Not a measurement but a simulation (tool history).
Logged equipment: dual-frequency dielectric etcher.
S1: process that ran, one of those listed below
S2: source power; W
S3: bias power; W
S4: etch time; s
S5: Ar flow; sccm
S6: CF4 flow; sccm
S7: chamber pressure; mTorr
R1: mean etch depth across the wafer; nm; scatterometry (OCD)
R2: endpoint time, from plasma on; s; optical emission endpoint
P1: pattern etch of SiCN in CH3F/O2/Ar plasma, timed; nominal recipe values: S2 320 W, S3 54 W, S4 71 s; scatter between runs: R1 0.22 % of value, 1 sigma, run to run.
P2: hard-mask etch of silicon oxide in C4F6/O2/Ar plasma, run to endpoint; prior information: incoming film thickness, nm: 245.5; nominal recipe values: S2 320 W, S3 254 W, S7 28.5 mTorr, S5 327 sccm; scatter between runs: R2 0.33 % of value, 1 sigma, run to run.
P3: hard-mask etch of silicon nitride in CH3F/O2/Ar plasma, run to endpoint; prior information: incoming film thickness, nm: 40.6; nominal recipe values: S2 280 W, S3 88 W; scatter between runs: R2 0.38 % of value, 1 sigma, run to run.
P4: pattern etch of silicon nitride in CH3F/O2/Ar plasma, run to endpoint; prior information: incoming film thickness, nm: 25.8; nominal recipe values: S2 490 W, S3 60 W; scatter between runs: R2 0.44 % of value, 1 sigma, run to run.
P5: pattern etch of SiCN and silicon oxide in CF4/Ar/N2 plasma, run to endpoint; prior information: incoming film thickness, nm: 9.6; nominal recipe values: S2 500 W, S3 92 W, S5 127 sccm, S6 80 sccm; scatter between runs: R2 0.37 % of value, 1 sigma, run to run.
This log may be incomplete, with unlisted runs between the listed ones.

run     day  S1   S2   S3    S4   S5   S6    S7      R1      R2
  1   0.267  P1  320   54    71                  22.829
  2   0.796  P5  500   68        127   80                 10.56
  3   1.204  P2  320  344        327       28.5          70.319
  4   1.788  P5  500   92        127   80                9.5656
  5    2.05  P1  320   54    71                  22.763
  6   2.317  P1  320   54    71                   22.75
  7   2.575  P3  380   88                                55.792
  8   3.133  P1  320   54    71                   22.89
  9    3.65  P4  490   60                                35.599
 10   3.938  P3  280   88                                62.473
 11   4.517  P1  210   54    71                   19.38
 12   4.829  P2  450  254        327       28.5          68.128
 13   5.288  P3  280  124                                54.831
 14   5.817  P1  320   33    71                  19.548
 15   6.133  P3  280   88                                62.411
 16   6.675  P1  320   54    45                  14.496
 17   7.038  P2  320  254        240       28.5          75.414
 18   7.571  P1  320   54    71                  22.879
 19   8.033  P4  330   60                                41.764
 20   8.458  P5  500   92        127  109                9.1149
 21    8.95  P1  230   72    71                  22.424
 22   9.333  P5  620   92        127   80                7.9397
 23   9.625  P2  320  254        327       28.5          77.796
 24  10.088  P1  230   54  91.5                  26.001
 25  10.467  P1  320   54    88                  28.269
 26  10.967  P1  390   54    71                  24.604
 27  11.421  P2  320  254        327       35.5          80.299
 28  11.792  P1  320   72    71                  25.223
 29  12.104  P5  500   92         85   80                9.0256
 30  12.658  P4  490   35                                42.052
 31  13.233  P1  320   54    71                  22.696
 32  13.546  P1  320   54    71                  22.833
 33  13.954  P1  320   54    71                  22.866
 34  14.379  P1  320   54    71                  22.949
 35  14.683  P1  320   54    71                  23.013
 36  15.262  P1  320   54    71                  23.092
 37  15.617  P1  320   54    71                  23.149
 38  15.908  P1  320   54    71                  23.107
 39  16.312  P1  320   54    71                  23.168
     16.325  -- wet clean of the chamber
 40  16.608  P1  320   54    71                  23.132
 41  17.188  P1  320   54    71                  23.179
 42  17.588  P1  320   54    71                  23.211
 43  17.904  P1  320   54    71                  23.154

P1 has crept away from where it was. The log is fitted equally well by each of these 2 causes, at the sizes shown:
A: source power that arrives over what is set, % = 4.22
B: bias power that arrives over what is set, % = 4.77
Creep in the process output first set in at about day 13.954.
Why every other cause is out:
chamber walls in a state that raises the etch rate, %: serviced at day 16.325, which brought nothing back

4 check runs are offered, each on 2 wafers whose results are averaged, their results left as question marks. Which one tells the causes apart?
check 1  18.221  P2  410  254      253      28.5       ?
check 2  18.221  P5  500   72      127  92             ?
check 3  18.221  P3  320  122                          ?
check 4  18.221  P4  400   60                          ?

Predicted outcomes, by check and by cause:
  check  result    if A    if B
check 1      R2  67.906  67.904
check 2      R2  9.8181  10.026
check 3      R2  51.699  51.553
check 4      R2  37.939  37.958
Smallest distance between any two causes, each pair judged by its most separating result, in per cent: check 1 0 %; check 2 2.09 %; check 3 0.28 %; check 4 0.05 %
The causes can be told apart only by check 2. The other checks would give nearly the same results under each of them.

Running check 2 produced the following: R2 9.7801 s. Which one of the listed causes fits?

A is the cause: source power that arrives over what is set, %.
